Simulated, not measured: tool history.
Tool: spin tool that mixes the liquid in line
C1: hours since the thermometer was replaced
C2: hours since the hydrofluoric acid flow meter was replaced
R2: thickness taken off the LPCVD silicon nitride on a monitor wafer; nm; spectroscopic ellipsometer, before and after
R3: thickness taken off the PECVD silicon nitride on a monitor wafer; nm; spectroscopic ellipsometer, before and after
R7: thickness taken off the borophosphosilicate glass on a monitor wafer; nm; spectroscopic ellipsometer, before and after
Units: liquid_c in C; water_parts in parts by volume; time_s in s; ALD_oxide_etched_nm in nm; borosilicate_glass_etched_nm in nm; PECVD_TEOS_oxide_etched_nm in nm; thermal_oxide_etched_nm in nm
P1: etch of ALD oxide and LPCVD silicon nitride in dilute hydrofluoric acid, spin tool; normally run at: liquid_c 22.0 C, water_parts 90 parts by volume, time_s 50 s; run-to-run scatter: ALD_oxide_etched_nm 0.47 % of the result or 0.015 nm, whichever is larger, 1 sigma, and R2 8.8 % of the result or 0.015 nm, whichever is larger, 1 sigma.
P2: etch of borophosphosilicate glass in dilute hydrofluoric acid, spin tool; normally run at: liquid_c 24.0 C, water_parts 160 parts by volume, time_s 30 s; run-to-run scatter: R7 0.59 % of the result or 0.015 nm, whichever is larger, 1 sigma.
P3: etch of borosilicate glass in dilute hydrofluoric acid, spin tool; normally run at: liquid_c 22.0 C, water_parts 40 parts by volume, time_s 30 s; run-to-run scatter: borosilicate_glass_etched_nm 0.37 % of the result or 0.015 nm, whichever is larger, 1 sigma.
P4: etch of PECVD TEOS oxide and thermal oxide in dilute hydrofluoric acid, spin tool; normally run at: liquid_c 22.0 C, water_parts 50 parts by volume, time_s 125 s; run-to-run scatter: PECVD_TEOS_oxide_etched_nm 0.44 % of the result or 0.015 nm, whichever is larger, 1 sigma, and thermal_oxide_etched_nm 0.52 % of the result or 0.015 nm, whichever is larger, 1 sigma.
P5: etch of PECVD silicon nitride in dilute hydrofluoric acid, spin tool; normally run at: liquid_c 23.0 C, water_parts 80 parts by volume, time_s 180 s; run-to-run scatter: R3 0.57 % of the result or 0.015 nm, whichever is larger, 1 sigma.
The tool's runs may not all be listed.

{"run": 1, "day": 0.329, "process": "P1", "liquid_c": 22.0, "water_parts": 90, "time_s": 50, "C1": 805.4, "C2": 263.3, "ALD_oxide_etched_nm": 7.1444, "R2": 0.23871}
{"run": 2, "day": 0.738, "process": "P1", "liquid_c": 22.0, "water_parts": 45, "time_s": 50, "C1": 815.2, "C2": 273.1, "ALD_oxide_etched_nm": 15.204, "R2": 0.47099}
{"run": 3, "day": 1.154, "process": "P1", "liquid_c": 22.0, "water_parts": 90, "time_s": 15, "C1": 825.2, "C2": 283.1, "ALD_oxide_etched_nm": 2.1958, "R2": 0.05062}
{"run": 4, "day": 1.488, "process": "P5", "liquid_c": 23.0, "water_parts": 80, "time_s": 25, "C1": 833.2, "C2": 291.1, "R3": 0.47824}
{"run": 5, "day": 2.062, "process": "P3", "liquid_c": 22.0, "water_parts": 40, "time_s": 15, "C1": 847.0, "C2": 304.9, "borosilicate_glass_etched_nm": 16.88}
{"run": 6, "day": 2.583, "process": "P1", "liquid_c": 29.0, "water_parts": 90, "time_s": 50, "C1": 859.5, "C2": 317.4, "ALD_oxide_etched_nm": 9.5513, "R2": 0.31815}
{"run": 7, "day": 3.021, "process": "P1", "liquid_c": 17.0, "water_parts": 90, "time_s": 50, "C1": 870.0, "C2": 327.9, "ALD_oxide_etched_nm": 5.8775, "R2": 0.15154}
{"run": 8, "day": 3.35, "process": "P3", "liquid_c": 22.0, "water_parts": 40, "time_s": 30, "C1": 877.9, "C2": 335.8, "borosilicate_glass_etched_nm": 33.759}
{"run": 9, "day": 3.942, "process": "P1", "liquid_c": 22.0, "water_parts": 90, "time_s": 50, "C1": 892.1, "C2": 350.0, "ALD_oxide_etched_nm": 7.2295, "R2": 0.25067}
{"run": 10, "day": 4.429, "process": "P5", "liquid_c": 26.5, "water_parts": 80, "time_s": 180, "C1": 903.8, "C2": 361.7, "R3": 4.5116}
{"run": 11, "day": 4.958, "process": "P4", "liquid_c": 22.0, "water_parts": 50, "time_s": 125, "C1": 916.5, "C2": 374.4, "PECVD_TEOS_oxide_etched_nm": 22.111, "thermal_oxide_etched_nm": 11.425}
{"run": 12, "day": 5.3, "process": "P2", "liquid_c": 17.0, "water_parts": 160, "time_s": 30, "C1": 924.7, "C2": 382.6, "R7": 3.8726}
{"run": 13, "day": 5.829, "process": "P4", "liquid_c": 22.0, "water_parts": 90, "time_s": 125, "C1": 937.4, "C2": 395.3, "PECVD_TEOS_oxide_etched_nm": 11.65, "thermal_oxide_etched_nm": 6.0292}
{"run": 14, "day": 6.142, "process": "P5", "liquid_c": 23.0, "water_parts": 80, "time_s": 180, "C1": 944.9, "C2": 402.8, "R3": 3.5282}
{"run": 15, "day": 6.783, "process": "P1", "liquid_c": 22.0, "water_parts": 90, "time_s": 50, "C1": 960.3, "C2": 418.2, "ALD_oxide_etched_nm": 7.211, "R2": 0.233}
{"run": 16, "day": 7.288, "process": "P1", "liquid_c": 22.0, "water_parts": 160, "time_s": 50, "C1": 972.4, "C2": 430.3, "ALD_oxide_etched_nm": 3.7253, "R2": 0.12215}
{"run": 17, "day": 7.688, "process": "P2", "liquid_c": 24.0, "water_parts": 250, "time_s": 30, "C1": 982.0, "C2": 439.9, "R7": 3.0303}
{"run": 18, "day": 8.146, "process": "P3", "liquid_c": 22.0, "water_parts": 55, "time_s": 30, "C1": 993.0, "C2": 450.9, "borosilicate_glass_etched_nm": 24.216}
{"run": 19, "day": 8.617, "process": "P1", "liquid_c": 22.0, "water_parts": 90, "time_s": 50, "C1": 1004.3, "C2": 462.2, "ALD_oxide_etched_nm": 7.1447, "R2": 0.21393}
{"run": 20, "day": 9.267, "process": "P1", "liquid_c": 22.0, "water_parts": 90, "time_s": 50, "C1": 1019.9, "C2": 477.8, "ALD_oxide_etched_nm": 7.2238, "R2": 0.23269}
{"run": 21, "day": 9.6, "process": "P3", "liquid_c": 27.5, "water_parts": 40, "time_s": 30, "C1": 1027.9, "C2": 485.8, "borosilicate_glass_etched_nm": 42.348}
{"run": 22, "day": 10.288, "process": "P4", "liquid_c": 29.5, "water_parts": 50, "time_s": 125, "C1": 1044.4, "C2": 502.3, "PECVD_TEOS_oxide_etched_nm": 29.796, "thermal_oxide_etched_nm": 15.511}
{"run": 23, "day": 10.675, "process": "P4", "liquid_c": 22.0, "water_parts": 50, "time_s": 200, "C1": 1053.7, "C2": 511.6, "PECVD_TEOS_oxide_etched_nm": 35.073, "thermal_oxide_etched_nm": 18.405}
{"run": 24, "day": 11.033, "process": "P2", "liquid_c": 24.0, "water_parts": 160, "time_s": 30, "C1": 1062.3, "C2": 520.2, "R7": 5.1799}
{"run": 25, "day": 11.45, "process": "P1", "liquid_c": 18.5, "water_parts": 90, "time_s": 75, "C1": 1072.3, "C2": 530.2, "ALD_oxide_etched_nm": 9.3816, "R2": 0.31033}
{"run": 26, "day": 11.758, "process": "P5", "liquid_c": 23.0, "water_parts": 80, "time_s": 180, "C1": 1079.7, "C2": 537.6, "R3": 3.4954}
{"run": 27, "day": 12.233, "process": "P5", "liquid_c": 23.0, "water_parts": 115, "time_s": 180, "C1": 1091.1, "C2": 549.0, "R3": 2.4654}
{"run": 28, "day": 12.783, "process": "P3", "liquid_c": 22.0, "water_parts": 40, "time_s": 30, "C1": 1104.3, "C2": 562.2, "borosilicate_glass_etched_nm": 33.84}
{"run": 29, "day": 13.304, "process": "P2", "liquid_c": 24.0, "water_parts": 160, "time_s": 15, "C1": 1116.8, "C2": 574.7, "R7": 2.5841}
{"run": 30, "day": 13.671, "process": "P1", "liquid_c": 22.0, "water_parts": 90, "time_s": 95, "C1": 1125.6, "C2": 583.5, "ALD_oxide_etched_nm": 13.714, "R2": 0.48882}
{"run": 31, "day": 14.238, "process": "P1", "liquid_c": 22.0, "water_parts": 90, "time_s": 50, "C1": 1139.2, "C2": 597.1, "ALD_oxide_etched_nm": 7.2899, "R2": 0.23778}
{"run": 32, "day": 14.929, "process": "P1", "liquid_c": 22.0, "water_parts": 90, "time_s": 50, "C1": 1155.8, "C2": 613.7, "ALD_oxide_etched_nm": 7.4382, "R2": 0.25734}
{"run": 33, "day": 15.55, "process": "P1", "liquid_c": 22.0, "water_parts": 90, "time_s": 50, "C1": 1170.7, "C2": 628.6, "ALD_oxide_etched_nm": 7.5053, "R2": 0.21488}

Run 34 comes next. What will it give?
{"run": 34, "day": 16.092, "process": "P1", "liquid_c": 22.0, "water_parts": 90, "time_s": 50, "C1": 1183.7, "C2": 641.6, "ALD_oxide_etched_nm": "?", "R2": "?"}

{"run 34": {"ALD_oxide_etched_nm": 7.6266, "R2": 0.21945}}
